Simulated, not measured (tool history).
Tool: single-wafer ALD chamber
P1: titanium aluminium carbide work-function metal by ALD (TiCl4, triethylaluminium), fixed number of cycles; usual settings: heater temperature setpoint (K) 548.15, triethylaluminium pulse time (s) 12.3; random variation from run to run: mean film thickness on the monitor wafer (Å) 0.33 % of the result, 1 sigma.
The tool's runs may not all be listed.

run    day  heater temperature setpoint (K)  triethylaluminium pulse time (s)  mean film thickness on the monitor wafer (Å)
  1  0.429                           548.15                              12.3                                        17.861
  2  0.904                           526.15                              8.36                                        15.455
  3  1.292                           548.15                             19.34                                        18.204
  4  1.688                           524.15                              12.3                                        15.856
  5  2.138                           548.15                              12.3                                        17.895
  6   2.45                           548.15                              12.3                                        17.915
     2.504  -- triethylaluminium bottle replaced
  7  2.738                           571.15                              12.3                                         19.93
  8  3.108                           548.15                              12.3                                        17.945
  9  3.533                           548.15                              4.19                                        13.914
 10  3.975                           548.15                              12.3                                        17.915
 11  4.217                           548.15                              12.3                                        17.992
 12  4.629                           548.15                              12.3                                        17.703
 13  4.871                           548.15                              12.3                                        17.686
 14  5.154                           548.15                              12.3                                        17.633
 15  5.579                           548.15                              12.3                                        17.585
 16      6                           548.15                              12.3                                         17.58
 17  6.317                           548.15                              12.3                                        17.523
 18  6.762                           548.15                              12.3                                        17.702

What P1 gives has crept away from where it was. These 2 causes fit the log equally well, each at the size given:
A: triethylaluminium dose below that of a fresh bottle (%) = 19.3
B: wafer temperature below the value expected at the setpoint (K) = 3.91
The creep began at about day 4.217.

4 check runs are offered, one wafer each, their results left as question marks. Which one tells the causes apart?
check 1  7.208                           570.15                              12.3                                             ?
check 2  7.208                           548.15                              5.73                                             ?
check 3  7.208                           525.15                              15.2                                             ?
check 4  7.208                           564.15                              12.3                                             ?

What each check would give under each cause:
  check                                        result    if A    if B
check 1  mean film thickness on the monitor wafer (Å)  19.425  19.452
check 2  mean film thickness on the monitor wafer (Å)  14.474  15.353
check 3  mean film thickness on the monitor wafer (Å)  15.968  15.951
check 4  mean film thickness on the monitor wafer (Å)  18.915  18.934
How far apart the two closest causes lie, in the result that separates them most: check 1 0.14 %; check 2 5.9 %; check 3 0.1 %; check 4 0.1 %
Only check 2 tells the causes apart: in the others they would give nearly the same result.

Then check 2 was run and gave: mean film thickness on the monitor wafer (Å) 15.347. Which cause is it?

It is B: wafer temperature below the value expected at the setpoint (K).

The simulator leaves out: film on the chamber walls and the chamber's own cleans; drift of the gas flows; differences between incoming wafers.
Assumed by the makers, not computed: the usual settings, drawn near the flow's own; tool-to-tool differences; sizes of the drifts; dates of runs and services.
